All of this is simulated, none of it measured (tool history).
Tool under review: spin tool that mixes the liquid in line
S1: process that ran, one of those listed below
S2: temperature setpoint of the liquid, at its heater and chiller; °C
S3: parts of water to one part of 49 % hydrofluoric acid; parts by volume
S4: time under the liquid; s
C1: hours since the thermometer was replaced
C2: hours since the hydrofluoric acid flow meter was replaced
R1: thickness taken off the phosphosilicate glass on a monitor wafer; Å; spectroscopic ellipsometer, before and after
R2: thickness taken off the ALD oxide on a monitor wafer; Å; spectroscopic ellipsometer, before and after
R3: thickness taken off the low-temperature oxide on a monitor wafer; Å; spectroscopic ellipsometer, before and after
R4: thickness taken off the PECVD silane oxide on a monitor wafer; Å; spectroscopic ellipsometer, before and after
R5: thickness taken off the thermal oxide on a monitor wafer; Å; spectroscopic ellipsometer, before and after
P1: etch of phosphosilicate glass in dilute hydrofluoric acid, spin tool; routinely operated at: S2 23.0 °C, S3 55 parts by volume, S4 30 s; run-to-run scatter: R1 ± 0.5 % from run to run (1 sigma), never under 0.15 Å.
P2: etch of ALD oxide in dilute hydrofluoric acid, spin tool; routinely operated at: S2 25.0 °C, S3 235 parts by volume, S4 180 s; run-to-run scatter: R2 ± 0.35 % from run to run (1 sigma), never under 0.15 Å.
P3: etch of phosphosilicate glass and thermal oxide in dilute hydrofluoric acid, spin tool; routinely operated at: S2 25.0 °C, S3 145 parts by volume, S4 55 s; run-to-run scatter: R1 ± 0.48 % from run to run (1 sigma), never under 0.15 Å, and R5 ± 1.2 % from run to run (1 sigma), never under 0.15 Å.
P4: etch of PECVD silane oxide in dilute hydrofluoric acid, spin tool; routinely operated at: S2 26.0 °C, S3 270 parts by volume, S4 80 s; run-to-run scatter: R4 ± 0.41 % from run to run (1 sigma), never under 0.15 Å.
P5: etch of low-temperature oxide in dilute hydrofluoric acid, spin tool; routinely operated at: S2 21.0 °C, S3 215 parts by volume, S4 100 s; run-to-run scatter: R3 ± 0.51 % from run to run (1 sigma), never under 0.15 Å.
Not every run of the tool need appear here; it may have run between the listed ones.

run 1 hour=2.3 | S1=P1 S2=23.0 S3=55 S4=30 | C1=623.7 C2=404.0 | R1=906.65
run 2 hour=4.5 | S1=P2 S2=25.0 S3=80 S4=180 | C1=625.9 C2=406.2 | R2=563.560
run 3 hour=8.8 | S1=P5 S2=21.0 S3=215 S4=100 | C1=630.2 C2=410.5 | R3=43.5690
run 4 hour=12.5 | S1=P1 S2=17.0 S3=25 S4=30 | C1=633.9 C2=414.2 | R1=1607.30
run 5 hour=14.9 | S1=P4 S2=33.5 S3=270 S4=80 | C1=636.3 C2=416.6 | R4=70.701
run 6 hour=18.6 | S1=P3 S2=25.0 S3=145 S4=115 | C1=640.0 C2=420.3 | R1=796.57 R5=36.529
run 7 hour=22.2 | S1=P1 S2=23.0 S3=20 S4=30 | C1=643.6 C2=423.9 | R1=2623.70
run 8 hour=25.5 | S1=P5 S2=17.0 S3=215 S4=100 | C1=646.9 C2=427.2 | R3=37.4310
run 9 hour=28.3 | S1=P4 S2=26.0 S3=270 S4=160 | C1=649.7 C2=430.0 | R4=110.870
run 10 hour=32.4 | S1=P4 S2=26.0 S3=270 S4=80 | C1=653.8 C2=434.1 | R4=55.332
run 11 hour=36.9 | S1=P4 S2=26.0 S3=270 S4=80 | C1=658.3 C2=438.6 | R4=55.354
run 12 hour=40.6 | S1=P1 S2=23.0 S3=55 S4=30 | C1=662.0 C2=442.3 | R1=915.77
run 13 hour=44.2 | S1=P1 S2=28.5 S3=55 S4=30 | C1=665.6 C2=445.9 | R1=1142.00
run 14 hour=48.0 | S1=P1 S2=19.0 S3=55 S4=30 | C1=669.4 C2=449.7 | R1=766.82
run 15 hour=52.1 | S1=P2 S2=25.0 S3=235 S4=90 | C1=673.5 C2=453.8 | R2=80.032
run 16 hour=54.4 | S1=P3 S2=25.0 S3=145 S4=55 | C1=675.8 C2=456.1 | R1=379.63 R5=17.345
run 17 hour=57.0 | S1=P1 S2=23.0 S3=85 S4=30 | C1=678.4 C2=458.7 | R1=567.35
run 18 hour=59.0 | S1=P3 S2=31.0 S3=145 S4=55 | C1=680.4 C2=460.7 | R1=477.71 R5=21.724
run 19 hour=61.2 | S1=P3 S2=25.0 S3=145 S4=55 | C1=682.6 C2=462.9 | R1=378.87 R5=17.205
run 20 hour=64.4 | S1=P2 S2=25.0 S3=235 S4=180 | C1=685.8 C2=466.1 | R2=160.780
run 21 hour=67.7 | S1=P4 S2=26.0 S3=465 S4=80 | C1=689.1 C2=469.4 | R4=26.304
run 22 hour=70.1 | S1=P1 S2=23.0 S3=55 S4=65 | C1=691.5 C2=471.8 | R1=1983.40
run 23 hour=73.4 | S1=P5 S2=21.0 S3=215 S4=15 | C1=694.8 C2=475.1 | R3=6.7399
run 24 hour=77.6 | S1=P1 S2=17.0 S3=20 S4=30 | C1=699.0 C2=479.3 | R1=1994.00
run 25 hour=81.7 | S1=P5 S2=21.0 S3=55 S4=100 | C1=703.1 C2=483.4 | R3=204.7800
run 26 hour=85.7 | S1=P1 S2=23.0 S3=55 S4=30 | C1=707.1 C2=487.4 | R1=913.01
run 27 hour=88.9 | S1=P1 S2=23.0 S3=55 S4=15 | C1=710.3 C2=490.6 | R1=453.64
run 28 hour=90.9 | S1=P1 S2=28.0 S3=55 S4=50 | C1=712.3 C2=492.6 | R1=1864.20
run 29 hour=95.0 | S1=P2 S2=31.0 S3=235 S4=180 | C1=716.4 C2=496.7 | R2=197.710
run 30 hour=98.7 | S1=P1 S2=23.0 S3=55 S4=30 | C1=720.1 C2=500.4 | R1=910.02
-- hour=100.2 hydrofluoric acid flow meter replaced
run 31 hour=103.1 | S1=P1 S2=23.0 S3=55 S4=30 | C1=724.5 C2=2.9 | R1=905.96
run 32 hour=107.2 | S1=P3 S2=25.0 S3=45 S4=55 | C1=728.6 C2=7.0 | R1=1396.50 R5=63.010
run 33 hour=111.2 | S1=P5 S2=21.0 S3=215 S4=100 | C1=732.6 C2=11.0 | R3=43.4820
run 34 hour=114.2 | S1=P1 S2=23.0 S3=55 S4=30 | C1=735.6 C2=14.0 | R1=908.56
run 35 hour=117.4 | S1=P1 S2=23.0 S3=55 S4=30 | C1=738.8 C2=17.2 | R1=904.54
run 36 hour=120.6 | S1=P1 S2=23.0 S3=55 S4=30 | C1=742.0 C2=20.4 | R1=941.80
run 37 hour=123.6 | S1=P1 S2=23.0 S3=55 S4=30 | C1=745.0 C2=23.4 | R1=952.53
run 38 hour=126.1 | S1=P1 S2=23.0 S3=55 S4=30 | C1=747.5 C2=25.9 | R1=964.05
run 39 hour=129.7 | S1=P1 S2=23.0 S3=55 S4=30 | C1=751.1 C2=29.5 | R1=965.62
run 40 hour=133.7 | S1=P1 S2=23.0 S3=55 S4=30 | C1=755.1 C2=33.5 | R1=969.13
run 41 hour=137.0 | S1=P1 S2=23.0 S3=55 S4=30 | C1=758.4 C2=36.8 | R1=971.15
run 42 hour=139.0 | S1=P1 S2=23.0 S3=55 S4=30 | C1=760.4 C2=38.8 | R1=968.29

The log shows P1 creeping away from where it was. Any of the 2 causes listed here, at the size stated for it, fits the log just as well as the others:
A: liquid hotter than its thermometer reads (K) = 1.57
B: hydrofluoric acid flow above the setpoint (%) = 6.21
The gradual shift began around hour 117.4.

4 check runs are offered, one wafer each, their results left as question marks. Which one tells the causes apart?
run check 1 hour=141.0 | S1=P3 S2=25.0 S3=50 S4=90 | R1=? R5=?
run check 2 hour=141.0 | S1=P5 S2=17.0 S3=215 S4=35 | R3=?
run check 3 hour=141.0 | S1=P4 S2=33.0 S3=430 S4=80 | R4=?
run check 4 hour=141.0 | S1=P2 S2=25.0 S3=120 S4=180 | R2=?

How each check would come out, cause by cause:
check=check_1 result=R1 if_A=2177.50 if_B=2178.50
check=check_1 result=R5 if_A=98.326 if_B=98.370
check=check_2 result=R3 if_A=13.9850 if_B=14.1270
check=check_3 result=R4 if_A=38.371 if_B=40.015
check=check_4 result=R2 if_A=381.270 if_B=384.570
Distance between the nearest two causes, measured in the result of the check that separates them most: check 1 0.04 %; check 2 1.01 %; check 3 4.2 %; check 4 0.86 %
Check 3 tells the causes apart: in the others they would give nearly the same result.

The results of check 3 are: R4 38.290 Å. Based on these, which of the listed causes is it?

The cause is A: liquid hotter than its thermometer reads (K).

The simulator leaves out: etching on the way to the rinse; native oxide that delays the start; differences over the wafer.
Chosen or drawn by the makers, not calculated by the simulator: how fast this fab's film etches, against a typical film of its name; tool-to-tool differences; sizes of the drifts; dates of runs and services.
